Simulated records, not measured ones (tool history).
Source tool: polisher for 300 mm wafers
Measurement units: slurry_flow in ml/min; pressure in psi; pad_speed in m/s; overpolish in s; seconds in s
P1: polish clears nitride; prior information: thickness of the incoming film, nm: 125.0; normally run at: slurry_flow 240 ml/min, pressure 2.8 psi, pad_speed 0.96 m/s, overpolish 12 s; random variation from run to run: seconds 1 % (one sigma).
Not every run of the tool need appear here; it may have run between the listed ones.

{"run": 1, "hour": 5.4, "slurry_flow": 240, "pressure": 2.8, "pad_speed": 0.96, "overpolish": 12, "seconds": 120.6}
{"run": 2, "hour": 8.2, "slurry_flow": 240, "pressure": 4.3, "pad_speed": 0.96, "overpolish": 12, "seconds": 79.961}
{"run": 3, "hour": 11.9, "slurry_flow": 240, "pressure": 2.8, "pad_speed": 0.96, "overpolish": 12, "seconds": 122.65}
{"run": 4, "hour": 16.5, "slurry_flow": 240, "pressure": 2.8, "pad_speed": 0.68, "overpolish": 12, "seconds": 174.72}
{"run": 5, "hour": 21.9, "slurry_flow": 240, "pressure": 2.8, "pad_speed": 1.32, "overpolish": 12, "seconds": 89.124}
{"run": 6, "hour": 25.4, "slurry_flow": 240, "pressure": 2.8, "pad_speed": 0.96, "overpolish": 12, "seconds": 121.15}
{"run": 7, "hour": 29.2, "slurry_flow": 240, "pressure": 2.8, "pad_speed": 0.96, "overpolish": 12, "seconds": 122.36}
{"run": 8, "hour": 32.4, "slurry_flow": 145, "pressure": 2.8, "pad_speed": 0.96, "overpolish": 12, "seconds": 132.04}
{"run": 9, "hour": 37.8, "slurry_flow": 240, "pressure": 2.8, "pad_speed": 0.96, "overpolish": 4, "seconds": 123.73}
{"hour": 39.9, "done": "slurry nozzle cleaned"}
{"run": 10, "hour": 42.9, "slurry_flow": 240, "pressure": 2.8, "pad_speed": 0.96, "overpolish": 22, "seconds": 122.27}
{"run": 11, "hour": 45.7, "slurry_flow": 240, "pressure": 2.8, "pad_speed": 0.96, "overpolish": 12, "seconds": 122.64}
{"hour": 46.1, "done": "head pressure recalibrated"}
{"run": 12, "hour": 48.6, "slurry_flow": 240, "pressure": 3.8, "pad_speed": 0.48, "overpolish": 12, "seconds": 178.27}
{"run": 13, "hour": 53.1, "slurry_flow": 335, "pressure": 2.8, "pad_speed": 0.96, "overpolish": 12, "seconds": 119.55}
{"run": 14, "hour": 56.2, "slurry_flow": 240, "pressure": 2.8, "pad_speed": 0.96, "overpolish": 12, "seconds": 124.2}
{"run": 15, "hour": 60.7, "slurry_flow": 240, "pressure": 4, "pad_speed": 0.96, "overpolish": 4, "seconds": 86.43}
{"run": 16, "hour": 65.3, "slurry_flow": 240, "pressure": 2.8, "pad_speed": 0.96, "overpolish": 12, "seconds": 124.44}

Run 17 comes next. What will it give?
{"run": 17, "hour": 68.2, "slurry_flow": 240, "pressure": 1.7, "pad_speed": 0.96, "overpolish": 12, "seconds": "?"}

Logged for run 17: seconds 206.56 s.
